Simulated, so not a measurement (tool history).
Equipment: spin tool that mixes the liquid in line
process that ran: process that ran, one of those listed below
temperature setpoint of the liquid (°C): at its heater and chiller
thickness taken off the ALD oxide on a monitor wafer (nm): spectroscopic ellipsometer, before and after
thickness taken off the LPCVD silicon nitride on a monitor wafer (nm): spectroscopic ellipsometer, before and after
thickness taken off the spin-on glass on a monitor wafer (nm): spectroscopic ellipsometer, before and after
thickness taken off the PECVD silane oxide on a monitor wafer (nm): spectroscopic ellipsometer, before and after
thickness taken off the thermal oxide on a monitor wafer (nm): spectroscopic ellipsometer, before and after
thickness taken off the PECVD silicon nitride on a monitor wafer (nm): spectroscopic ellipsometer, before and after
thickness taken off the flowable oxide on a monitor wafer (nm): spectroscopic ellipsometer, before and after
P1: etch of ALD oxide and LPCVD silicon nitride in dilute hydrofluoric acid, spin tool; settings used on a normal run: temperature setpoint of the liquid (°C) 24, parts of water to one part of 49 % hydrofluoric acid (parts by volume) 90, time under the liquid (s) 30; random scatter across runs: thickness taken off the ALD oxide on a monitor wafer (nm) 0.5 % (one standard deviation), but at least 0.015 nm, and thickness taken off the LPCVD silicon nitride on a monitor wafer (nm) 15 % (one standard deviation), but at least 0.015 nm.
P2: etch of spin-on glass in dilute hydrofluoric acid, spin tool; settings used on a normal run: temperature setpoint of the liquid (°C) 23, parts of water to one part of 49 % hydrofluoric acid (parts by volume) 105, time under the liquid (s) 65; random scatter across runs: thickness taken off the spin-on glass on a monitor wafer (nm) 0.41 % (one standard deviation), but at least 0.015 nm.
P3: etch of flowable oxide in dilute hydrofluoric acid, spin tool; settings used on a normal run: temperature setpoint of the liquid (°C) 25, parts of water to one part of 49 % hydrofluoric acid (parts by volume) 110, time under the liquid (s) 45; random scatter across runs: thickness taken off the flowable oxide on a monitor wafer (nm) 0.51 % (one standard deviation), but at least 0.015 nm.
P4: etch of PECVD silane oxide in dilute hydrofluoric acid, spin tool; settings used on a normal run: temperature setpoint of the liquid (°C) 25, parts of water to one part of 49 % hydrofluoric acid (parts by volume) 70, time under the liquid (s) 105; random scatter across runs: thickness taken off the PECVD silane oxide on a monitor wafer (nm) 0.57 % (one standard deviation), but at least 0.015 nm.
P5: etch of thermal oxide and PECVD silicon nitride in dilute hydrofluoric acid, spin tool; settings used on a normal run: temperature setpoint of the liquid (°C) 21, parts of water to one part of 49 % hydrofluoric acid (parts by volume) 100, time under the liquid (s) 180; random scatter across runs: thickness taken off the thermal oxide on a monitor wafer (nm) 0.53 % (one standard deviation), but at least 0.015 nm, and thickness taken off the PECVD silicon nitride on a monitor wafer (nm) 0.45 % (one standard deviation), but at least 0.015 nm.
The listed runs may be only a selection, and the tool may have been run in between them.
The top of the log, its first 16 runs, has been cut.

run	hour	process that ran	temperature setpoint of the liquid (°C)	parts of water to one part of 49 % hydrofluoric acid (parts by volume)	time under the liquid (s)	hours since the thermometer was replaced	hours since the hydrofluoric acid flow meter was replaced	thickness taken off the ALD oxide on a monitor wafer (nm)	thickness taken off the LPCVD silicon nitride on a monitor wafer (nm)	thickness taken off the spin-on glass on a monitor wafer (nm)	thickness taken off the PECVD silane oxide on a monitor wafer (nm)	thickness taken off the thermal oxide on a monitor wafer (nm)	thickness taken off the PECVD silicon nitride on a monitor wafer (nm)	thickness taken off the flowable oxide on a monitor wafer (nm)
17	127.5	P4	25	70	105	37.1	90.2				34.284			
18	134.9	P3	19	110	45	44.5	97.6							18.181
19	141.3	P1	24	90	30	50.9	104	6.8434	0.14426					
20	146.4	P5	21	100	180	56	109.1					8.0303	8.3342	
21	154.8	P5	21	100	340	64.4	117.5					15.112	15.665	
22	162.1	P1	24	90	15	71.7	124.8	3.4513	0.082244					
23	171.4	P1	24	90	30	81	134.1	6.8584	0.17291					
24	181.2	P4	18	70	105	90.8	143.9				25.497			
25	189.5	P1	24	55	15	99.1	152.2	5.8137	0.10939					
26	196	P1	24	90	65	105.6	158.7	14.766	0.45441					
27	205.4	P3	25	110	20	115	168.1							10.326
28	215	P1	31.5	90	30	124.6	177.7	9.0916	0.27813					
29	221.3	P1	24	90	30	130.9	184	6.8234	0.21281					
30	231.3	P1	24	90	30	140.9	194	6.8001	0.16134					
31	240.8	P3	25	165	45	150.4	203.5							14.506
32	247.8	P3	25	110	45	157.4	210.5							23.149
33	254.8	P1	24	90	30	164.4	217.5	6.7954	0.18723					
34	261.6	P1	24	90	30	171.2	224.3	6.6949	0.16242					
35	270.4	P1	24	90	30	180	233.1	6.621	0.22218					
36	279.4	P1	24	90	30	189	242.1	6.4843	0.18345					
37	289.1	P1	24	90	30	198.7	251.8	6.4488	0.12147					
38	298.9	P1	24	90	30	208.5	261.6	6.423	0.18156					
39	306.1	P1	24	90	30	215.7	268.8	6.402	0.17669					
40	313.9	P1	24	90	30	223.5	276.6	6.4643	0.18024					
41	320.9	P1	24	90	30	230.5	283.6	6.3825	0.14878					

Run 42, settings as shown, results not yet in. Your forecast:
42	328.7	P1	24	90	30	238.3	291.4	?	?					

Logged for run 42: thickness taken off the ALD oxide on a monitor wafer (nm) 6.3625, thickness taken off the LPCVD silicon nitride on a monitor wafer (nm) 0.12845.

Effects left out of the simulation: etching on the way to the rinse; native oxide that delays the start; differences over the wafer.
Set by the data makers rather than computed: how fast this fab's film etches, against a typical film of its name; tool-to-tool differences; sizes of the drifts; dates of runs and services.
